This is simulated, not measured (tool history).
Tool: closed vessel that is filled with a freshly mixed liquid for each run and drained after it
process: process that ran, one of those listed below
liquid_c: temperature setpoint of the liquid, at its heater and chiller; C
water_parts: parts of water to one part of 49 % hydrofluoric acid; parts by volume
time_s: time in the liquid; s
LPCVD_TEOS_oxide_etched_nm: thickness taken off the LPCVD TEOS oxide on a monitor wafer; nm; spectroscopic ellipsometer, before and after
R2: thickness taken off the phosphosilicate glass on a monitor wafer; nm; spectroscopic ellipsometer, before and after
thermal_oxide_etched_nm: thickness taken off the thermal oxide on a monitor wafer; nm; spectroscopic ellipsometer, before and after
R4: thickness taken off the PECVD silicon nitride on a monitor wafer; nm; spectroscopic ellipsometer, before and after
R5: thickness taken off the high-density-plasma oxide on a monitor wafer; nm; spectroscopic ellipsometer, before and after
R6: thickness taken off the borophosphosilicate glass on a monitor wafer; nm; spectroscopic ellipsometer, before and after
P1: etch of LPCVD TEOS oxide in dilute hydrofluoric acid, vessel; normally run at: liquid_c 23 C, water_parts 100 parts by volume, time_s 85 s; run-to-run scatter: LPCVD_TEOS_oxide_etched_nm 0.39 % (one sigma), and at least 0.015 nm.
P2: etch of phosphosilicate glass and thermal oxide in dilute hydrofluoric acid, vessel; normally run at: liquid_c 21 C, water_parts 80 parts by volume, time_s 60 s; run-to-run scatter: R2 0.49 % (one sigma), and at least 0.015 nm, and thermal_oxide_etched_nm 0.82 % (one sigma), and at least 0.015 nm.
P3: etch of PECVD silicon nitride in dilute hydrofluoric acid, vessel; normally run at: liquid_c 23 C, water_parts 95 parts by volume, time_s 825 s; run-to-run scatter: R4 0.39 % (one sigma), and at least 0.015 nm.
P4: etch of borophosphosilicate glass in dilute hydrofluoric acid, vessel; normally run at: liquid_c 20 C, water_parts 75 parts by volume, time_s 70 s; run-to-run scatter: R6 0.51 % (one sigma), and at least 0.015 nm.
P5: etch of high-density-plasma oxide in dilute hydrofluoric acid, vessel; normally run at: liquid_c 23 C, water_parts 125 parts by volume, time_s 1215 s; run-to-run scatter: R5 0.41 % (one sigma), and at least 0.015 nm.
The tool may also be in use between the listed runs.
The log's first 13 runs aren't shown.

run 14 day=2.229 | process=P3 liquid_c=23 water_parts=95 time_s=825 | R4=18.044
run 15 day=2.4 | process=P1 liquid_c=23 water_parts=100 time_s=85 | LPCVD_TEOS_oxide_etched_nm=26.684
run 16 day=2.608 | process=P2 liquid_c=21 water_parts=80 time_s=60 | R2=92.455 thermal_oxide_etched_nm=3.3263
run 17 day=2.808 | process=P1 liquid_c=17 water_parts=100 time_s=155 | LPCVD_TEOS_oxide_etched_nm=38.217
run 18 day=2.908 | process=P1 liquid_c=23 water_parts=100 time_s=165 | LPCVD_TEOS_oxide_etched_nm=52.087
run 19 day=3.1 | process=P2 liquid_c=21 water_parts=80 time_s=105 | R2=160.94 thermal_oxide_etched_nm=5.7824
run 20 day=3.275 | process=P1 liquid_c=23 water_parts=100 time_s=85 | LPCVD_TEOS_oxide_etched_nm=26.834
run 21 day=3.433 | process=P4 liquid_c=26.5 water_parts=75 time_s=70 | R6=41.029
run 22 day=3.629 | process=P3 liquid_c=18 water_parts=95 time_s=825 | R4=12.904
run 23 day=3.825 | process=P5 liquid_c=23 water_parts=125 time_s=2420 | R5=116.6
run 24 day=3.942 | process=P1 liquid_c=23 water_parts=150 time_s=85 | LPCVD_TEOS_oxide_etched_nm=16.78
run 25 day=4.154 | process=P1 liquid_c=17 water_parts=100 time_s=85 | LPCVD_TEOS_oxide_etched_nm=20.864
run 26 day=4.35 | process=P4 liquid_c=20 water_parts=75 time_s=70 | R6=31.956
run 27 day=4.554 | process=P5 liquid_c=19.5 water_parts=125 time_s=1215 | R5=50.772
run 28 day=4.762 | process=P5 liquid_c=23 water_parts=125 time_s=1215 | R5=59.097
run 29 day=4.917 | process=P1 liquid_c=23 water_parts=100 time_s=85 | LPCVD_TEOS_oxide_etched_nm=26.71
run 30 day=5.121 | process=P1 liquid_c=23 water_parts=100 time_s=85 | LPCVD_TEOS_oxide_etched_nm=27.362

Run 31 comes next. What will it give?
run 31 day=5.233 | process=P1 liquid_c=23 water_parts=100 time_s=85 | LPCVD_TEOS_oxide_etched_nm=?

LPCVD_TEOS_oxide_etched_nm: 27.623 nm

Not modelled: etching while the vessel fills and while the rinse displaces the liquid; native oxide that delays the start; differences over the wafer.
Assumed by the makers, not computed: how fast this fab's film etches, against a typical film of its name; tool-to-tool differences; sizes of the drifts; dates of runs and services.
